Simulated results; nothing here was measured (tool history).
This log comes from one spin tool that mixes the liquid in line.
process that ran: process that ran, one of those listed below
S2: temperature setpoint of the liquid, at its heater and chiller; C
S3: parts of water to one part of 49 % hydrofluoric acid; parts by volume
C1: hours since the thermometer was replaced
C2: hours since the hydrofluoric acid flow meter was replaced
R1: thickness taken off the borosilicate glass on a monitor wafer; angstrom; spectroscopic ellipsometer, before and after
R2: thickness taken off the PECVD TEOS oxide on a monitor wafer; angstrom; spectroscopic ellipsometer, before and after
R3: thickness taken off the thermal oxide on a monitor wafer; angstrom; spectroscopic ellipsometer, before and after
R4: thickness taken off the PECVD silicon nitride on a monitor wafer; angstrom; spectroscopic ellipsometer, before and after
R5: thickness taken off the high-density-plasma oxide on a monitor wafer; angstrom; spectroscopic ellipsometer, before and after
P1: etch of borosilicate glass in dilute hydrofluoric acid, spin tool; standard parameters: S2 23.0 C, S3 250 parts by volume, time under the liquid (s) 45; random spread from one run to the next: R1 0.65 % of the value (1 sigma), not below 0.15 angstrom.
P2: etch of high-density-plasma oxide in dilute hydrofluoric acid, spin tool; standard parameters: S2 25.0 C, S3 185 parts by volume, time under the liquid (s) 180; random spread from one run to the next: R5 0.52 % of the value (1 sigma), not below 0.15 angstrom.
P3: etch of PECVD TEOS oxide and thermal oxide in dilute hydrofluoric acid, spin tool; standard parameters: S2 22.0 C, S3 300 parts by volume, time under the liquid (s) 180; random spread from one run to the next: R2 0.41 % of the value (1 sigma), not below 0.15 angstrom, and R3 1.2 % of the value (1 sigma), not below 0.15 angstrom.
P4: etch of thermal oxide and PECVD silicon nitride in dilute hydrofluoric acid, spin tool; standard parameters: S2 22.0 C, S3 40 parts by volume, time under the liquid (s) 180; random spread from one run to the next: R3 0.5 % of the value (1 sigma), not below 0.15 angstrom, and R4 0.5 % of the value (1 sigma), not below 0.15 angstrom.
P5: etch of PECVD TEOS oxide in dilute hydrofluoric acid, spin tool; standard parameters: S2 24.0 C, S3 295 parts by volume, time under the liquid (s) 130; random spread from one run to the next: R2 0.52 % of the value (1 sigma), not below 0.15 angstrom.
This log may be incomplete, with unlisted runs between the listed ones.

run 1 hour=14.0 | process_that_ran=P1 S2=23.0 S3=250 time_under_the_liquid_(s)=45 | C1=515.0 C2=1177.8 | R1=42.908
run 2 hour=29.9 | process_that_ran=P5 S2=24.0 S3=295 time_under_the_liquid_(s)=245 | C1=530.9 C2=1193.7 | R2=184.3700
run 3 hour=39.8 | process_that_ran=P1 S2=28.5 S3=250 time_under_the_liquid_(s)=45 | C1=540.8 C2=1203.6 | R1=52.273
run 4 hour=49.0 | process_that_ran=P1 S2=23.0 S3=250 time_under_the_liquid_(s)=45 | C1=550.0 C2=1212.8 | R1=43.628
run 5 hour=56.2 | process_that_ran=P1 S2=23.0 S3=45 time_under_the_liquid_(s)=45 | C1=557.2 C2=1220.0 | R1=302.090
run 6 hour=68.0 | process_that_ran=P1 S2=23.0 S3=250 time_under_the_liquid_(s)=45 | C1=569.0 C2=1231.8 | R1=43.249
run 7 hour=79.5 | process_that_ran=P1 S2=17.0 S3=250 time_under_the_liquid_(s)=45 | C1=580.5 C2=1243.3 | R1=34.521
run 8 hour=94.9 | process_that_ran=P4 S2=17.0 S3=40 time_under_the_liquid_(s)=180 | C1=595.9 C2=1258.7 | R3=174.9300 R4=75.673
run 9 hour=108.6 | process_that_ran=P2 S2=33.0 S3=185 time_under_the_liquid_(s)=180 | C1=609.6 C2=1272.4 | R5=62.161
run 10 hour=119.5 | process_that_ran=P3 S2=22.0 S3=300 time_under_the_liquid_(s)=180 | C1=620.5 C2=1283.3 | R2=57.9680 R3=22.7410
run 11 hour=131.8 | process_that_ran=P4 S2=22.0 S3=40 time_under_the_liquid_(s)=180 | C1=632.8 C2=1295.6 | R3=217.1200 R4=108.620
run 12 hour=142.5 | process_that_ran=P1 S2=23.0 S3=250 time_under_the_liquid_(s)=45 | C1=643.5 C2=1306.3 | R1=43.484
run 13 hour=158.2 | process_that_ran=P2 S2=25.0 S3=185 time_under_the_liquid_(s)=60 | C1=659.2 C2=1322.0 | R5=15.708
run 14 hour=169.2 | process_that_ran=P5 S2=24.0 S3=485 time_under_the_liquid_(s)=130 | C1=670.2 C2=1333.0 | R2=50.0070
run 15 hour=185.7 | process_that_ran=P1 S2=23.0 S3=355 time_under_the_liquid_(s)=45 | C1=686.7 C2=1349.5 | R1=27.491
run 16 hour=194.3 | process_that_ran=P4 S2=22.0 S3=40 time_under_the_liquid_(s)=260 | C1=695.3 C2=1358.1 | R3=312.7600 R4=155.580
run 17 hour=209.6 | process_that_ran=P1 S2=23.0 S3=250 time_under_the_liquid_(s)=85 | C1=710.6 C2=1373.4 | R1=82.315
run 18 hour=225.3 | process_that_ran=P3 S2=22.0 S3=300 time_under_the_liquid_(s)=25 | C1=726.3 C2=1389.1 | R2=8.1418 R3=3.0858
run 19 hour=232.9 | process_that_ran=P5 S2=24.0 S3=295 time_under_the_liquid_(s)=130 | C1=733.9 C2=1396.7 | R2=98.4460
run 20 hour=245.9 | process_that_ran=P1 S2=29.5 S3=140 time_under_the_liquid_(s)=45 | C1=746.9 C2=1409.7 | R1=111.940
run 21 hour=258.8 | process_that_ran=P2 S2=25.0 S3=185 time_under_the_liquid_(s)=180 | C1=759.8 C2=1422.6 | R5=47.101
run 22 hour=268.6 | process_that_ran=P3 S2=22.0 S3=300 time_under_the_liquid_(s)=180 | C1=769.6 C2=1432.4 | R2=58.3160 R3=22.9550
run 23 hour=278.3 | process_that_ran=P5 S2=27.5 S3=295 time_under_the_liquid_(s)=130 | C1=779.3 C2=1442.1 | R2=111.1400
run 24 hour=294.4 | process_that_ran=P1 S2=23.0 S3=250 time_under_the_liquid_(s)=20 | C1=795.4 C2=1458.2 | R1=19.210
run 25 hour=303.8 | process_that_ran=P1 S2=23.0 S3=250 time_under_the_liquid_(s)=45 | C1=804.8 C2=1467.6 | R1=42.963
run 26 hour=317.6 | process_that_ran=P2 S2=25.0 S3=325 time_under_the_liquid_(s)=180 | C1=818.6 C2=1481.4 | R5=23.390
run 27 hour=333.5 | process_that_ran=P3 S2=17.0 S3=300 time_under_the_liquid_(s)=180 | C1=834.5 C2=1497.3 | R2=48.8850 R3=19.4830
run 28 hour=344.2 | process_that_ran=P3 S2=22.0 S3=150 time_under_the_liquid_(s)=180 | C1=845.2 C2=1508.0 | R2=134.9400 R3=52.2270
run 29 hour=360.7 | process_that_ran=P4 S2=22.0 S3=20 time_under_the_liquid_(s)=180 | C1=861.7 C2=1524.5 | R3=442.5600 R4=208.460
run 30 hour=377.0 | process_that_ran=P1 S2=23.0 S3=250 time_under_the_liquid_(s)=45 | C1=878.0 C2=1540.8 | R1=43.794
run 31 hour=384.4 | process_that_ran=P1 S2=23.0 S3=250 time_under_the_liquid_(s)=45 | C1=885.4 C2=1548.2 | R1=44.421
run 32 hour=392.0 | process_that_ran=P1 S2=23.0 S3=250 time_under_the_liquid_(s)=45 | C1=893.0 C2=1555.8 | R1=45.382
run 33 hour=401.6 | process_that_ran=P1 S2=23.0 S3=250 time_under_the_liquid_(s)=45 | C1=902.6 C2=1565.4 | R1=45.602
run 34 hour=409.5 | process_that_ran=P1 S2=23.0 S3=250 time_under_the_liquid_(s)=45 | C1=910.5 C2=1573.3 | R1=46.032
run 35 hour=421.2 | process_that_ran=P1 S2=23.0 S3=250 time_under_the_liquid_(s)=45 | C1=922.2 C2=1585.0 | R1=46.379
run 36 hour=434.4 | process_that_ran=P1 S2=23.0 S3=250 time_under_the_liquid_(s)=45 | C1=935.4 C2=1598.2 | R1=46.934
run 37 hour=449.2 | process_that_ran=P1 S2=23.0 S3=250 time_under_the_liquid_(s)=45 | C1=950.2 C2=1613.0 | R1=47.131
run 38 hour=457.5 | process_that_ran=P1 S2=23.0 S3=250 time_under_the_liquid_(s)=45 | C1=958.5 C2=1621.3 | R1=46.877
run 39 hour=473.0 | process_that_ran=P1 S2=23.0 S3=250 time_under_the_liquid_(s)=45 | C1=974.0 C2=1636.8 | R1=46.634
run 40 hour=483.4 | process_that_ran=P1 S2=23.0 S3=250 time_under_the_liquid_(s)=45 | C1=984.4 C2=1647.2 | R1=46.582
run 41 hour=492.6 | process_that_ran=P1 S2=23.0 S3=250 time_under_the_liquid_(s)=45 | C1=993.6 C2=1656.4 | R1=47.812

Compared with where it was, what P1 gives has crept away. Each cause listed below fits the log as well as the rest, at the size given for it:
A: liquid hotter than its thermometer reads (K) = 2.43
B: hydrofluoric acid flow above the setpoint (%) = 7.21
At approximately hour 377.0, the process output began to creep.

Consider the 4 single-wafer check runs listed below, results given as question marks: which one distinguishes between the causes by giving clearly different results for each?
run check 1 hour=501.8 | process_that_ran=P2 S2=25.0 S3=185 time_under_the_liquid_(s)=180 | R5=?
run check 2 hour=501.8 | process_that_ran=P3 S2=22.0 S3=300 time_under_the_liquid_(s)=180 | R2=? R3=?
run check 3 hour=501.8 | process_that_ran=P4 S2=22.0 S3=40 time_under_the_liquid_(s)=180 | R3=? R4=?
run check 4 hour=501.8 | process_that_ran=P5 S2=24.0 S3=295 time_under_the_liquid_(s)=130 | R2=?

Check results expected under each cause:
check=check_1 result=R5 if_A=51.389 if_B=51.137
check=check_2 result=R2 if_A=63.4040 if_B=63.6180
check=check_2 result=R3 if_A=24.9140 if_B=24.9990
check=check_3 result=R3 if_A=240.0100 if_B=233.3000
check=check_3 result=R4 if_A=127.060 if_B=115.200
check=check_4 result=R2 if_A=106.8700 if_B=107.4900
Smallest distance between any two causes, each pair judged by its most separating result, in per cent: check 1 0.49 %; check 2 0.34 %; check 3 9.81 %; check 4 0.58 %
Check 3 is the one run that separates the causes; every other check would come out nearly the same whichever cause is at work.

Check 3 was then run and gave: R3 239.5000 angstrom; R4 126.630 angstrom. Which cause is it?

Of the candidate causes, it is A: liquid hotter than its thermometer reads (K).

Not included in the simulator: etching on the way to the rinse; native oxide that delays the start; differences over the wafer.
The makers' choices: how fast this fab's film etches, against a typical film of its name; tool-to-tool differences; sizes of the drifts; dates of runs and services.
